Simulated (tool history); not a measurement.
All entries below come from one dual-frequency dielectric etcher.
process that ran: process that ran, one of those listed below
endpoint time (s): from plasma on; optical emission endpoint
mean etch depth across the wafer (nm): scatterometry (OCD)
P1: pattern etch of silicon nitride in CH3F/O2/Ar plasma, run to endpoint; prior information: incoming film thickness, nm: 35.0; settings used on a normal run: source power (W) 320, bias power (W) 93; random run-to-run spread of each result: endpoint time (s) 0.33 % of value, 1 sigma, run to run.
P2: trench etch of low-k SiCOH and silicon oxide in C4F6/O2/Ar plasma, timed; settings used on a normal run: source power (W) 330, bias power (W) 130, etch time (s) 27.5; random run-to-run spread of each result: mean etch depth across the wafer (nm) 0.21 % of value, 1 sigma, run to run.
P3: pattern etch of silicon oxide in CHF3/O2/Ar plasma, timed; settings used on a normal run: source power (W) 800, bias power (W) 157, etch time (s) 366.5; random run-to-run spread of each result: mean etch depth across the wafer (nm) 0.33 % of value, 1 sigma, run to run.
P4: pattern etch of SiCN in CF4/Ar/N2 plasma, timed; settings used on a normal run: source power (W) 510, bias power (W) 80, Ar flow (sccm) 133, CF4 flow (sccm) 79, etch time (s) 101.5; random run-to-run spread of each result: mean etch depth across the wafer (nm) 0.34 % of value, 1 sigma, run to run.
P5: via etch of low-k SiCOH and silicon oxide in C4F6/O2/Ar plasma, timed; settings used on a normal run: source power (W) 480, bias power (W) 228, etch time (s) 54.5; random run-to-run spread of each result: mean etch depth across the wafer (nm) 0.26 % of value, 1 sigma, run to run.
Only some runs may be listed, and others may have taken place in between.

run	hour	process that ran	source power (W)	bias power (W)	etch time (s)	Ar flow (sccm)	CF4 flow (sccm)	endpoint time (s)	mean etch depth across the wafer (nm)
1	8.9	P1	320	93				50.821	
2	16.9	P5	480	228	80.5				217.480
3	25.8	P3	800	157	236.0				479.530
4	33.3	P2	330	130	27.5				71.133
5	41.9	P4	510	80	101.5	133	79		97.578
6	49.3	P5	480	228	54.5				147.090
7	56.0	P4	510	80	101.5	107	79		100.490
8	64.3	P5	480	228	54.5				148.060
9	68.3	P5	480	136	54.5				125.060
10	77.3	P1	440	117				41.591	
11	85.2	P1	380	93				47.734	
12	93.7	P2	410	130	27.5				77.147
# hour 93.9: source power generator calibrated
13	101.4	P4	510	80	101.5	133	48		90.223
14	105.7	P4	510	80	101.5	133	79		97.822
15	115.0	P1	320	93				50.826	
16	123.5	P4	510	80	127.0	133	79		122.250
17	127.7	P5	340	228	54.5				129.250
18	136.5	P2	330	130	18.5				47.820
# hour 137.3: bias power generator calibrated
19	145.1	P1	320	93				50.912	
20	150.6	P1	200	60				70.649	
21	157.9	P2	330	164	27.5				76.264
22	162.8	P1	220	93				58.229	
23	167.7	P3	1010	157	366.5				817.190
24	173.6	P1	320	121				46.075	
25	182.5	P1	320	93				51.031	
26	190.9	P1	320	71				56.034	
27	195.7	P3	800	206	366.5				816.000
28	203.4	P3	800	157	366.5				744.740
29	209.0	P1	320	93				50.983	
30	214.7	P4	510	51	101.5	133	79		83.523
31	223.2	P4	320	80	101.5	133	79		65.132
32	228.1	P1	320	93				50.953	
33	234.5	P1	320	93				50.727	
34	240.1	P1	320	93				51.301	
35	245.4	P1	320	93				50.479	
36	250.4	P1	320	93				50.316	
37	257.4	P1	320	93				49.814	
38	262.3	P1	320	93				50.212	
39	266.4	P1	320	93				50.300	
# hour 268.8: wet clean of the chamber
40	274.8	P1	320	93				50.376	
41	282.9	P1	320	93				50.368	

The log shows P1 creeping away from where it was. Any of the 2 causes listed here, at the size stated for it, fits the log just as well as the others:
A: source power that arrives over what is set, % = 4.47
B: bias power that arrives over what is set, % = 4.52
The creep began at about hour 240.1.
Each remaining cause and why it is not a fit:
chamber walls in a state that raises the etch rate, %: work on it at hour 268.8, done after the drift set in, did not restore what the process gave before

Below are 4 check runs, each averaged over 2 wafers, with their results shown as question marks. Which of them would give clearly different results depending on which cause is behind the drift?
check 1	291.0	P5	480	228	79.5				?
check 2	291.0	P3	990	194	366.5				?
check 3	291.0	P2	330	154	21.5				?
check 4	291.0	P4	510	80	101.5	133	59		?

What each check would give under each cause:
check	result	if A	if B
check 1	mean etch depth across the wafer (nm)	218.260	217.750
check 2	mean etch depth across the wafer (nm)	883.170	881.220
check 3	mean etch depth across the wafer (nm)	59.581	59.380
check 4	mean etch depth across the wafer (nm)	96.854	94.818
Distance between the nearest two causes, measured in the result of the check that separates them most: check 1 0.23 %; check 2 0.22 %; check 3 0.34 %; check 4 2.12 %
Only check 4 tells the causes apart: in the others they would give nearly the same result.

With check 4 done, the readings were: mean etch depth across the wafer (nm) 97.097. Identify which of the listed causes applies.

The cause is A: source power that arrives over what is set, %.

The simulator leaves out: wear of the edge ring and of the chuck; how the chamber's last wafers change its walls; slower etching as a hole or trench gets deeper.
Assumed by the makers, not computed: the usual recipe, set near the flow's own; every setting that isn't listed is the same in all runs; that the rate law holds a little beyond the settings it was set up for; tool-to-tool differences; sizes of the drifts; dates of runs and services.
